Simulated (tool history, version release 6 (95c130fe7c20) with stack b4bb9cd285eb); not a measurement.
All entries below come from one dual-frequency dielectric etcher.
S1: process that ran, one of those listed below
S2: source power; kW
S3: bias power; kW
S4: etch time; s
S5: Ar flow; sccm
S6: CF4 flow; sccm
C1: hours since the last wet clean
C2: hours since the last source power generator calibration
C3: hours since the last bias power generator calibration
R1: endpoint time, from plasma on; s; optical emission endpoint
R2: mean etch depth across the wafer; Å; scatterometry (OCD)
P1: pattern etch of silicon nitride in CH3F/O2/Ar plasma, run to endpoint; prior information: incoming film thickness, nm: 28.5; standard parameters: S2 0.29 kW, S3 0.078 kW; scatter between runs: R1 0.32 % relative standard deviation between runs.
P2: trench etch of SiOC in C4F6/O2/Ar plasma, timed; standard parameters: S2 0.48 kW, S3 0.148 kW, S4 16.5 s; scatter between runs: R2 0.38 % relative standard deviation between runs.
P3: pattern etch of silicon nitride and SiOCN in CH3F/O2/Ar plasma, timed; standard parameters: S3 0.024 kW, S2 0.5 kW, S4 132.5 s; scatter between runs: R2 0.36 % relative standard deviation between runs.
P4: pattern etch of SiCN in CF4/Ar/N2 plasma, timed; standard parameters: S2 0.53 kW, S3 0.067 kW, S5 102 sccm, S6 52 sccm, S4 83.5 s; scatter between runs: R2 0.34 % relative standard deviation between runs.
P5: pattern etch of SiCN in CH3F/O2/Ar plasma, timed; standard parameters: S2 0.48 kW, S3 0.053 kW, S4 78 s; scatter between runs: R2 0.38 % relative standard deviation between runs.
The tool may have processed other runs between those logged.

| run | hour | S1 | S2 | S3 | S4 | S5 | S6 | C1 | C2 | C3 | R1 | R2 |
|---|---|---|---|---|---|---|---|---|---|---|---|---|
| 1 | 7.4 | P1 | 0.29 | 0.078 |  |  |  | 84.9 | 1621.2 | 1256.8 | 46.426 |  |
| 2 | 16.1 | P1 | 0.29 | 0.078 |  |  |  | 93.6 | 1629.9 | 1265.5 | 46.5 |  |
| 3 | 24.6 | P2 | 0.48 | 0.148 | 16.5 |  |  | 102.1 | 1638.4 | 1274 |  | 335.39 |
| 4 | 33.7 | P2 | 0.48 | 0.206 | 16.5 |  |  | 111.2 | 1647.5 | 1283.1 |  | 372.57 |
| 5 | 42.2 | P3 | 0.5 | 0.024 | 132.5 |  |  | 119.7 | 1656 | 1291.6 |  | 199.86 |
| 6 | 49.9 | P3 | 0.62 | 0.024 | 132.5 |  |  | 127.4 | 1663.7 | 1299.3 |  | 216.8 |
|  | 53.8 | bias power generator calibrated |
| 7 | 55.4 | P2 | 0.36 | 0.148 | 16.5 |  |  | 132.9 | 1669.2 | 1.6 |  | 300.82 |
| 8 | 63.5 | P3 | 0.5 | 0.017 | 132.5 |  |  | 141 | 1677.3 | 9.7 |  | 172.93 |
| 9 | 70.2 | P1 | 0.18 | 0.078 |  |  |  | 147.7 | 1684 | 16.4 | 55.552 |  |
| 10 | 78.2 | P4 | 0.53 | 0.045 | 83.5 | 102 | 52 | 155.7 | 1692 | 24.4 |  | 669.25 |
| 11 | 83.7 | P4 | 0.53 | 0.067 | 83.5 | 102 | 52 | 161.2 | 1697.5 | 29.9 |  | 769.29 |
| 12 | 90.3 | P3 | 0.5 | 0.024 | 132.5 |  |  | 167.8 | 1704.1 | 36.5 |  | 199.71 |
| 13 | 95.1 | P1 | 0.29 | 0.055 |  |  |  | 172.6 | 1708.9 | 41.3 | 52.267 |  |
| 14 | 103 | P4 | 0.53 | 0.067 | 54 | 102 | 52 | 180.5 | 1716.8 | 49.2 |  | 499.07 |
| 15 | 107.8 | P5 | 0.3 | 0.053 | 78 |  |  | 185.3 | 1721.6 | 54 |  | 241.88 |
| 16 | 115.3 | P1 | 0.29 | 0.097 |  |  |  | 192.8 | 1729.1 | 61.5 | 42.922 |  |
| 17 | 121 | P1 | 0.35 | 0.059 |  |  |  | 198.5 | 1734.8 | 67.2 | 47.733 |  |
| 18 | 125.5 | P4 | 0.53 | 0.067 | 83.5 | 140 | 52 | 203 | 1739.3 | 71.7 |  | 728.89 |
| 19 | 134.8 | P2 | 0.48 | 0.148 | 9.5 |  |  | 212.3 | 1748.6 | 81 |  | 193.49 |
| 20 | 141.8 | P3 | 0.5 | 0.024 | 75.5 |  |  | 219.3 | 1755.6 | 88 |  | 115 |
| 21 | 150.4 | P2 | 0.48 | 0.148 | 16.5 |  |  | 227.9 | 1764.2 | 96.6 |  | 337.09 |
| 22 | 156.5 | P1 | 0.29 | 0.078 |  |  |  | 234 | 1770.3 | 102.7 | 46.525 |  |
| 23 | 161.6 | P5 | 0.48 | 0.053 | 78 |  |  | 239.1 | 1775.4 | 107.8 |  | 287.94 |
| 24 | 167.5 | P5 | 0.48 | 0.071 | 78 |  |  | 245 | 1781.3 | 113.7 |  | 317.41 |
| 25 | 172.1 | P1 | 0.29 | 0.078 |  |  |  | 249.6 | 1785.9 | 118.3 | 46.503 |  |
| 26 | 178.9 | P5 | 0.48 | 0.053 | 55 |  |  | 256.4 | 1792.7 | 125.1 |  | 204.39 |
| 27 | 187.4 | P4 | 0.69 | 0.067 | 83.5 | 102 | 52 | 264.9 | 1801.2 | 133.6 |  | 973.62 |
| 28 | 195.4 | P1 | 0.37 | 0.078 |  |  |  | 272.9 | 1809.2 | 141.6 | 42.54 |  |
| 29 | 201.5 | P4 | 0.53 | 0.067 | 83.5 | 102 | 66 | 279 | 1815.3 | 147.7 |  | 798.08 |
| 30 | 206.2 | P1 | 0.29 | 0.078 |  |  |  | 283.7 | 1820 | 152.4 | 46.372 |  |
| 31 | 214.1 | P1 | 0.29 | 0.078 |  |  |  | 291.6 | 1827.9 | 160.3 | 46.034 |  |
| 32 | 223 | P1 | 0.29 | 0.078 |  |  |  | 300.5 | 1836.8 | 169.2 | 45.903 |  |
|  | 224.5 | wet clean of the chamber |
| 33 | 231.5 | P1 | 0.29 | 0.078 |  |  |  | 7.1 | 1845.3 | 177.7 | 45.823 |  |
| 34 | 236.5 | P1 | 0.29 | 0.078 |  |  |  | 12.1 | 1850.3 | 182.7 | 45.737 |  |
| 35 | 243.8 | P1 | 0.29 | 0.078 |  |  |  | 19.4 | 1857.6 | 190 | 45.678 |  |
| 36 | 251.9 | P1 | 0.29 | 0.078 |  |  |  | 27.5 | 1865.7 | 198.1 | 45.81 |  |

The output of P1 has drifted from where it used to be. Each of the 2 causes below, taken at the size shown beside it, accounts for the log equally well:
A: source power that arrives over what is set, % = 4.43
B: bias power that arrives over what is set, % = 4.63
The gradual shift began around hour 206.2.
Why every other cause is out:
chamber walls in a state that raises the etch rate, %: maintenance at hour 224.5, after the shift began, did not return the process to its former output

Which of the check runs below tells the causes apart, meaning the causes would give it clearly different results? Each run uses 2 wafers whose results are averaged, and each result is shown as a question mark.
| check 1 | 260 | P4 | 0.53 | 0.067 | 83.5 | 102 | 52 |  |  |  |  | ? |
| check 2 | 260 | P5 | 0.48 | 0.053 | 78 |  |  |  |  |  |  | ? |
| check 3 | 260 | P3 | 0.5 | 0.024 | 132.5 |  |  |  |  |  |  | ? |
| check 4 | 260 | P2 | 0.48 | 0.148 | 16.5 |  |  |  |  |  |  | ? |

What each check would give under each cause:
| check | result | if A | if B |
|---|---|---|---|
| check 1 | R2 | 800.72 | 783.46 |
| check 2 | R2 | 293.53 | 292.93 |
| check 3 | R2 | 203.6 | 204.66 |
| check 4 | R2 | 342.07 | 340.85 |
How far apart the two closest causes lie, in the result that separates them most: check 1 2.18 %; check 2 0.2 %; check 3 0.52 %; check 4 0.36 %
The causes can be told apart only by check 1. The other checks would give nearly the same results under each of them.

Here is what check 1 returned: R2 802.54 Å. Which cause is it?

It is A: source power that arrives over what is set, %.

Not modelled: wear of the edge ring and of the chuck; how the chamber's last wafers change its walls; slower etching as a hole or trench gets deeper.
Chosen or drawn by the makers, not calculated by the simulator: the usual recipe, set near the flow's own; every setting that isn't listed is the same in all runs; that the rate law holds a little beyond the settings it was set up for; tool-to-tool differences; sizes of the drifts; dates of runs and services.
